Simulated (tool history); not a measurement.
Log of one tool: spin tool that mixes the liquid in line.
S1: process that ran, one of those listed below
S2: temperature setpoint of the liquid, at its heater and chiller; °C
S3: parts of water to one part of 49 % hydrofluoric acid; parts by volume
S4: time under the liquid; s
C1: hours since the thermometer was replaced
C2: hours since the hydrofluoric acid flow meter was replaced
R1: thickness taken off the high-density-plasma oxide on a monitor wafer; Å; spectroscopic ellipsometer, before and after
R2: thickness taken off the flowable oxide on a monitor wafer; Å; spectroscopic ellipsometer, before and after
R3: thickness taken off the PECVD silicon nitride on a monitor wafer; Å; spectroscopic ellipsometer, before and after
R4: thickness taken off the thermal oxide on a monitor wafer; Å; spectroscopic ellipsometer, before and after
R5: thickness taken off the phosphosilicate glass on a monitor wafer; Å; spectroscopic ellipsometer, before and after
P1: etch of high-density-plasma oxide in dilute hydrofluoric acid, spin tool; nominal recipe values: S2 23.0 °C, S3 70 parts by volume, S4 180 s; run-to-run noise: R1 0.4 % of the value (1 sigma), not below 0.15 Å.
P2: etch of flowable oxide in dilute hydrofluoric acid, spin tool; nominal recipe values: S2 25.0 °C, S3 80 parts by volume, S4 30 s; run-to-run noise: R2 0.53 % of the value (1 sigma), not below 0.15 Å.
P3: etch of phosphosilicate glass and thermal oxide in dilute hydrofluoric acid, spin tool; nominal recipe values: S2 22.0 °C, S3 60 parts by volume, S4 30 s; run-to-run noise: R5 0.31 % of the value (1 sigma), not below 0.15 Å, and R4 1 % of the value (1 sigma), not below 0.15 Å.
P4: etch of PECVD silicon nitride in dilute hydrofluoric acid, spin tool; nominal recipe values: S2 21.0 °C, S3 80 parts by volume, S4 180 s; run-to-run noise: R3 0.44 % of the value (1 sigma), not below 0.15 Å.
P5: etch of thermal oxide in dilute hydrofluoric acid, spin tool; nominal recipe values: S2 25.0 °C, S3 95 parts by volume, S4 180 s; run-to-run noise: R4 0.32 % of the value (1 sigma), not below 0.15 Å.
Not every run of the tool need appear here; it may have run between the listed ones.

Run 1, day 0.458: S1 P1, S2 23.0 °C, S3 70 parts by volume, S4 180 s; C1 471.8; C2 478.2. Result: R1 190.940 Å.
Run 2, day 1.221: S1 P1, S2 23.0 °C, S3 70 parts by volume, S4 180 s; C1 490.1; C2 496.5. Result: R1 190.720 Å.
Run 3, day 1.617: S1 P2, S2 25.0 °C, S3 80 parts by volume, S4 30 s; C1 499.6; C2 506.0. Result: R2 142.29 Å.
Run 4, day 2.379: S1 P2, S2 32.5 °C, S3 80 parts by volume, S4 30 s; C1 517.9; C2 524.3. Result: R2 191.87 Å.
Run 5, day 3.062: S1 P4, S2 21.0 °C, S3 80 parts by volume, S4 180 s; C1 534.3; C2 540.7. Result: R3 61.764 Å.
Run 6, day 3.779: S1 P5, S2 17.0 °C, S3 95 parts by volume, S4 180 s; C1 551.5; C2 557.9. Result: R4 69.320 Å.
Run 7, day 4.417: S1 P1, S2 17.0 °C, S3 70 parts by volume, S4 180 s; C1 566.8; C2 573.2. Result: R1 148.280 Å.
Run 8, day 5.054: S1 P3, S2 22.0 °C, S3 105 parts by volume, S4 30 s; C1 582.1; C2 588.5. Result: R4 12.197 Å, R5 154.30 Å.
Run 9, day 5.746: S1 P1, S2 28.0 °C, S3 70 parts by volume, S4 180 s; C1 598.7; C2 605.1. Result: R1 233.270 Å.
Run 10, day 6.517: S1 P2, S2 25.0 °C, S3 25 parts by volume, S4 30 s; C1 617.2; C2 623.6. Result: R2 500.80 Å.
Run 11, day 7.188: S1 P2, S2 25.0 °C, S3 80 parts by volume, S4 50 s; C1 633.3; C2 639.7. Result: R2 240.35 Å.
Run 12, day 7.679: S1 P5, S2 25.0 °C, S3 95 parts by volume, S4 65 s; C1 645.1; C2 651.5. Result: R4 34.942 Å.
Run 13, day 8.217: S1 P5, S2 25.0 °C, S3 95 parts by volume, S4 180 s; C1 658.0; C2 664.4. Result: R4 96.257 Å.
Run 14, day 8.962: S1 P4, S2 21.0 °C, S3 80 parts by volume, S4 180 s; C1 675.9; C2 682.3. Result: R3 61.275 Å.
Run 15, day 9.679: S1 P4, S2 21.0 °C, S3 20 parts by volume, S4 180 s; C1 693.1; C2 699.5. Result: R3 235.880 Å.
Run 16, day 10.446: S1 P5, S2 25.0 °C, S3 145 parts by volume, S4 180 s; C1 711.5; C2 717.9. Result: R4 59.557 Å.
Run 17, day 11.138: S1 P5, S2 25.0 °C, S3 95 parts by volume, S4 180 s; C1 728.1; C2 734.5. Result: R4 96.960 Å.
Run 18, day 11.850: S1 P1, S2 23.0 °C, S3 70 parts by volume, S4 180 s; C1 745.2; C2 751.6. Result: R1 189.860 Å.
Run 19, day 12.638: S1 P1, S2 23.0 °C, S3 70 parts by volume, S4 180 s; C1 764.1; C2 770.5. Result: R1 188.840 Å.
Run 20, day 13.138: S1 P3, S2 22.0 °C, S3 60 parts by volume, S4 15 s; C1 776.1; C2 782.5. Result: R4 11.441 Å, R5 142.65 Å.
Run 21, day 13.633: S1 P1, S2 30.5 °C, S3 70 parts by volume, S4 70 s; C1 788.0; C2 794.4. Result: R1 99.623 Å.
Run 22, day 14.212: S1 P1, S2 23.0 °C, S3 70 parts by volume, S4 180 s; C1 801.9; C2 808.3. Result: R1 190.830 Å.
Run 23, day 14.762: S1 P1, S2 23.0 °C, S3 70 parts by volume, S4 340 s; C1 815.1; C2 821.5. Result: R1 359.540 Å.
Run 24, day 15.446: S1 P1, S2 23.0 °C, S3 35 parts by volume, S4 180 s; C1 831.5; C2 837.9. Result: R1 399.180 Å.
Run 25, day 15.825: S1 P3, S2 22.0 °C, S3 60 parts by volume, S4 30 s; C1 840.6; C2 847.0. Result: R4 23.314 Å, R5 286.78 Å.
Run 26, day 16.617: S1 P4, S2 28.5 °C, S3 80 parts by volume, S4 180 s; C1 859.6; C2 866.0. Result: R3 101.110 Å.
Run 27, day 17.246: S1 P1, S2 23.0 °C, S3 70 parts by volume, S4 50 s; C1 874.7; C2 881.1. Result: R1 53.014 Å.
Run 28, day 17.871: S1 P3, S2 17.0 °C, S3 60 parts by volume, S4 30 s; C1 889.7; C2 896.1. Result: R4 18.757 Å, R5 230.98 Å.
Run 29, day 18.321: S1 P1, S2 23.0 °C, S3 115 parts by volume, S4 180 s; C1 900.5; C2 906.9. Result: R1 110.460 Å.
Run 30, day 18.942: S1 P4, S2 21.0 °C, S3 80 parts by volume, S4 30 s; C1 915.4; C2 921.8. Result: R3 10.223 Å.
Run 31, day 19.396: S1 P1, S2 23.0 °C, S3 70 parts by volume, S4 180 s; C1 926.3; C2 932.7. Result: R1 192.050 Å.
Run 32, day 20.104: S1 P1, S2 23.0 °C, S3 70 parts by volume, S4 180 s; C1 943.3; C2 949.7. Result: R1 180.960 Å.
Run 33, day 20.788: S1 P1, S2 23.0 °C, S3 70 parts by volume, S4 180 s; C1 959.7; C2 966.1. Result: R1 177.810 Å.
Run 34, day 21.479: S1 P1, S2 23.0 °C, S3 70 parts by volume, S4 180 s; C1 976.3; C2 982.7. Result: R1 174.740 Å.
Run 35, day 22.233: S1 P1, S2 23.0 °C, S3 70 parts by volume, S4 180 s; C1 994.4; C2 1000.8. Result: R1 174.280 Å.
Run 36, day 22.767: S1 P1, S2 23.0 °C, S3 70 parts by volume, S4 180 s; C1 1007.2; C2 1013.6. Result: R1 172.730 Å.
Run 37, day 23.467: S1 P1, S2 23.0 °C, S3 70 parts by volume, S4 180 s; C1 1024.0; C2 1030.4. Result: R1 173.150 Å.
Run 38, day 23.933: S1 P1, S2 23.0 °C, S3 70 parts by volume, S4 180 s; C1 1035.2; C2 1041.6. Result: R1 172.670 Å.
Run 39, day 24.275: S1 P1, S2 23.0 °C, S3 70 parts by volume, S4 180 s; C1 1043.4; C2 1049.8. Result: R1 172.870 Å.

Something has made what P1 gives creep away from where it was; the 2 causes below, each at its own stated size, fit the log equally well:
A: liquid colder than its thermometer reads (K) = 2.42
B: hydrofluoric acid flow below the setpoint (%) = 8.72
The creep began at about day 19.396.

Below are 4 check runs, each on a single wafer, with their results shown as question marks. Which of them would tell the listed causes apart, meaning the causes would give clearly different results under it?
Run check 1, day 24.617: S1 P3, S2 22.0 °C, S3 100 parts by volume, S4 30 s. Result: R4 ?, R5 ?.
Run check 2, day 24.617: S1 P5, S2 21.5 °C, S3 95 parts by volume, S4 180 s. Result: R4 ?.
Run check 3, day 24.617: S1 P4, S2 25.0 °C, S3 80 parts by volume, S4 105 s. Result: R3 ?.
Run check 4, day 24.617: S1 P2, S2 28.5 °C, S3 50 parts by volume, S4 30 s. Result: R2 ?.

What each check would give under each cause:
  check  result    if A    if B
check 1      R4  12.072  12.029
check 1      R5  147.91  147.38
check 2      R4  75.861  75.684
check 3      R3  40.116  43.070
check 4      R2  250.20  249.86
Distance between the nearest two causes, measured in the result of the check that separates them most: check 1 0.36 %; check 2 0.23 %; check 3 7.11 %; check 4 0.13 %
Only check 3 tells the causes apart: in the others they would give nearly the same result.

The results of check 3 are: R3 40.031 Å. Based on these, which of the listed causes is it?

The correct cause is A, namely: liquid colder than its thermometer reads (K).
